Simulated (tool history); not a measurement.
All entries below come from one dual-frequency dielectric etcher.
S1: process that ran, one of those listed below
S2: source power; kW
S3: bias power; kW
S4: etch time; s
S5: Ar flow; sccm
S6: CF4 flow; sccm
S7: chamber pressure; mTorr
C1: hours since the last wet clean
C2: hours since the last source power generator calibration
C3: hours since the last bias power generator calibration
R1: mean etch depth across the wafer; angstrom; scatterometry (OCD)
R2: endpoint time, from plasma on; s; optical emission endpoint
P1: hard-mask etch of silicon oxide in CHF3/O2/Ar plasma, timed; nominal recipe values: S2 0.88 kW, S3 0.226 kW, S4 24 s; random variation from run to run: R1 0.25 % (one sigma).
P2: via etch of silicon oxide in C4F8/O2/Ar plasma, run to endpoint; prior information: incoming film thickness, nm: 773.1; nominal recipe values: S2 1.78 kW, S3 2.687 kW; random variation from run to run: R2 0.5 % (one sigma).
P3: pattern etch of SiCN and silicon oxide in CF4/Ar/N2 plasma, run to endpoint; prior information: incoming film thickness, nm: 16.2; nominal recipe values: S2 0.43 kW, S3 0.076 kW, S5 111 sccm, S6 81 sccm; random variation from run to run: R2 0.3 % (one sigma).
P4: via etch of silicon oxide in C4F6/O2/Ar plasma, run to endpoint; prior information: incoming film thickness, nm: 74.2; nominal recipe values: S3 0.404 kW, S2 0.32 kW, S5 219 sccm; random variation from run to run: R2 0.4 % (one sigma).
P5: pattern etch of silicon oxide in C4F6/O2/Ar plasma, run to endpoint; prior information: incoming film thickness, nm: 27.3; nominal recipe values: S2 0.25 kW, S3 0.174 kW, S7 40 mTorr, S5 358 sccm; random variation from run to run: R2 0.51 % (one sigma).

| run | day | S1 | S2 | S3 | S4 | S5 | S6 | S7 | C1 | C2 | C3 | R1 | R2 |
|---|---|---|---|---|---|---|---|---|---|---|---|---|---|
| 1 | 0.479 | P1 | 0.88 | 0.226 | 24 |  |  |  | 146.1 | 1610.1 | 1268.6 | 600.78 |  |
| 2 | 0.967 | P4 | 0.23 | 0.404 |  | 219 |  |  | 157.8 | 1621.8 | 1280.3 |  | 21.585 |
| 3 | 1.571 | P4 | 0.32 | 0.564 |  | 219 |  |  | 172.3 | 1636.3 | 1294.8 |  | 16.767 |
| 4 | 2.196 | P1 | 0.88 | 0.226 | 24 |  |  |  | 187.3 | 1651.3 | 1309.8 | 601.63 |  |
| 5 | 2.596 | P2 | 1.78 | 1.851 |  |  |  |  | 196.9 | 1660.9 | 1319.4 |  | 162.95 |
| 6 | 3.104 | P1 | 0.88 | 0.226 | 24 |  |  |  | 209.1 | 1673.1 | 1331.6 | 600.81 |  |
| 7 | 3.408 | P3 | 0.43 | 0.076 |  | 111 | 56 |  | 216.4 | 1680.4 | 1338.9 |  | 19.529 |
| 8 | 3.979 | P1 | 0.88 | 0.226 | 24 |  |  |  | 230.1 | 1694.1 | 1352.6 | 602.65 |  |
| 9 | 4.258 | P1 | 1.04 | 0.226 | 24 |  |  |  | 236.8 | 1700.8 | 1359.3 | 643.82 |  |
| 10 | 4.871 | P1 | 0.88 | 0.282 | 24 |  |  |  | 251.5 | 1715.5 | 1374 | 651.94 |  |
| 11 | 5.179 | P4 | 0.32 | 0.404 |  | 131 |  |  | 258.9 | 1722.9 | 1381.4 |  | 17.856 |
| 12 | 5.688 | P5 | 0.25 | 0.174 |  | 482 |  | 40 | 271.1 | 1735.1 | 1393.6 |  | 11.314 |
| 13 | 6.062 | P5 | 0.25 | 0.174 |  | 358 |  | 48.5 | 280.1 | 1744.1 | 1402.6 |  | 11.248 |
| 14 | 6.458 | P1 | 0.88 | 0.226 | 24 |  |  |  | 289.6 | 1753.6 | 1412.1 | 601.48 |  |
| 15 | 6.912 | P1 | 0.88 | 0.226 | 24 |  |  |  | 300.5 | 1764.5 | 1423 | 603.79 |  |
| 16 | 7.492 | P3 | 0.43 | 0.076 |  | 111 | 81 |  | 314.4 | 1778.4 | 1436.9 |  | 18.531 |
| 17 | 7.883 | P1 | 0.88 | 0.283 | 16 |  |  |  | 323.8 | 1787.8 | 1446.3 | 434.03 |  |
| 18 | 8.383 | P3 | 0.43 | 0.076 |  | 65 | 81 |  | 335.8 | 1799.8 | 1458.3 |  | 17.225 |
| 19 | 8.679 | P5 | 0.25 | 0.113 |  | 358 |  | 40 | 342.9 | 1806.9 | 1465.4 |  | 12.554 |
| 20 | 9.158 | P5 | 0.25 | 0.174 |  | 358 |  | 40 | 354.4 | 1818.4 | 1476.9 |  | 11.094 |
| 21 | 9.529 | P4 | 0.32 | 0.404 |  | 219 |  |  | 363.3 | 1827.3 | 1485.8 |  | 18.998 |
| 22 | 10.067 | P1 | 0.88 | 0.226 | 24 |  |  |  | 376.2 | 1840.2 | 1498.7 | 603.97 |  |
| 23 | 10.654 | P1 | 0.88 | 0.189 | 16.5 |  |  |  | 390.3 | 1854.3 | 1512.8 | 389.36 |  |
| 24 | 11.125 | P2 | 1.78 | 2.687 |  |  |  |  | 401.6 | 1865.6 | 1524.1 |  | 146.83 |
| 25 | 11.683 | P1 | 0.88 | 0.183 | 15.5 |  |  |  | 415 | 1879 | 1537.5 | 363.95 |  |
| 26 | 12.146 | P1 | 0.88 | 0.168 | 24 |  |  |  | 426.1 | 1890.1 | 1548.6 | 545.14 |  |
| 27 | 12.65 | P3 | 0.32 | 0.076 |  | 111 | 81 |  | 438.2 | 1902.2 | 1560.7 |  | 24.167 |
| 28 | 12.983 | P1 | 0.88 | 0.226 | 16.5 |  |  |  | 446.2 | 1910.2 | 1568.7 | 413.37 |  |
| 29 | 13.488 | P3 | 0.43 | 0.091 |  | 111 | 81 |  | 458.3 | 1922.3 | 1580.8 |  | 17.373 |
| 30 | 14.004 | P1 | 0.88 | 0.226 | 35 |  |  |  | 470.7 | 1934.7 | 1593.2 | 878.73 |  |
| 31 | 14.492 | P1 | 0.63 | 0.226 | 24 |  |  |  | 482.4 | 1946.4 | 1604.9 | 530.28 |  |
| 32 | 14.988 | P2 | 2.32 | 2.687 |  |  |  |  | 494.3 | 1958.3 | 1616.8 |  | 131.57 |
| 33 | 15.308 | P5 | 0.31 | 0.174 |  | 358 |  | 40 | 502 | 1966 | 1624.5 |  | 10.083 |

The next listed run, before its measurement:
| 34 | 15.925 | P1 | 0.88 | 0.226 | 24 |  |  |  | 516.8 | 1980.8 | 1639.3 | ? |  |

{"run 34": {"R1": 600.48}}
